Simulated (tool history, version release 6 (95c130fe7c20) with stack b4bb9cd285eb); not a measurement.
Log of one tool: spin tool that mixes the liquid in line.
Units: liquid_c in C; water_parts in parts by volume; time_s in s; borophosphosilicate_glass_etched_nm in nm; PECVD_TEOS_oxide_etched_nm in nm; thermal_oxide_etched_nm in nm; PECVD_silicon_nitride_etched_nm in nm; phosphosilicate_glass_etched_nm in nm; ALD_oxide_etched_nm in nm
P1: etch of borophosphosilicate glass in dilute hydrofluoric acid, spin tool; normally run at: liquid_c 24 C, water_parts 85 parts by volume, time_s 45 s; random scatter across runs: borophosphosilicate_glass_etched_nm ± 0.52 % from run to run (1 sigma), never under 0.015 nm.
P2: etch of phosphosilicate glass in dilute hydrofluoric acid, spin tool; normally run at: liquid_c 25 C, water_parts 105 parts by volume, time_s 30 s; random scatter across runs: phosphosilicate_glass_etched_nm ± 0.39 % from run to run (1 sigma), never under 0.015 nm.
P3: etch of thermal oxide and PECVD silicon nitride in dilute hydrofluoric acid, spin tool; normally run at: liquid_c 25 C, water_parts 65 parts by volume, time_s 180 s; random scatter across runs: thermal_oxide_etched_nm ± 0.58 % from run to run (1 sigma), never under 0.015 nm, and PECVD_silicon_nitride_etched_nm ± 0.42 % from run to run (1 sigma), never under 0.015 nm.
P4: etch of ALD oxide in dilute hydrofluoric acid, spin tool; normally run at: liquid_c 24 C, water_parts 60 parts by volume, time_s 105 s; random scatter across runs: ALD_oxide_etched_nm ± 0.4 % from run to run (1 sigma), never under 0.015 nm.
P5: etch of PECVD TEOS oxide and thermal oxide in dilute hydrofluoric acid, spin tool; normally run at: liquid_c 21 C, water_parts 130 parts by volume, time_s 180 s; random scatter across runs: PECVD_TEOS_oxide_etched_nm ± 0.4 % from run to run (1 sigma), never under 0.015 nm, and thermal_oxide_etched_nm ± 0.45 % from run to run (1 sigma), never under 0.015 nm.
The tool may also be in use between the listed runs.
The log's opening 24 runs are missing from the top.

run   hour  process  liquid_c  water_parts  time_s  borophosphosilicate_glass_etched_nm  PECVD_TEOS_oxide_etched_nm  thermal_oxide_etched_nm  PECVD_silicon_nitride_etched_nm  phosphosilicate_glass_etched_nm  ALD_oxide_etched_nm
 25  170.8       P2        25          105      30                                                                                                                                                      21.011
 26  179.6       P1      30.5           85      45                               32.796
 27  185.8       P1        24           85      45                               25.332
 28  190.3       P4        19           60     105                                                                                                                                                                           18.224
 29  194.7       P3        25           65     180                                                                                    14.467                           7.1254
 30    204       P1      18.5           85      45                               20.244
 31  210.5       P1        24          150      25                               7.4022
 32  217.9       P5        21          130     180                                                           21.964                   5.2716
 33  223.8       P1        24           85      45                                25.44
 34  229.4       P1        24           85      45                               26.105
 35  235.3       P1        24           85      45                               26.681
 36  239.4       P1        24           85      45                               26.756
 37  244.3       P1        24           85      45                               27.265
 38  248.7       P1        24           85      45                               27.337
 39  254.5       P1        24           85      45                               27.612
 40  262.7       P1        24           85      45                               27.492
 41  267.8       P1        24           85      45                               27.704
 42  274.6       P1        24           85      45                               27.551
 43  280.1       P1        24           85      45                               27.962

What will run 44 give?
 44  289.1       P1        24           85      45                                    ?

Run 44 produced borophosphosilicate_glass_etched_nm 27.678 nm.
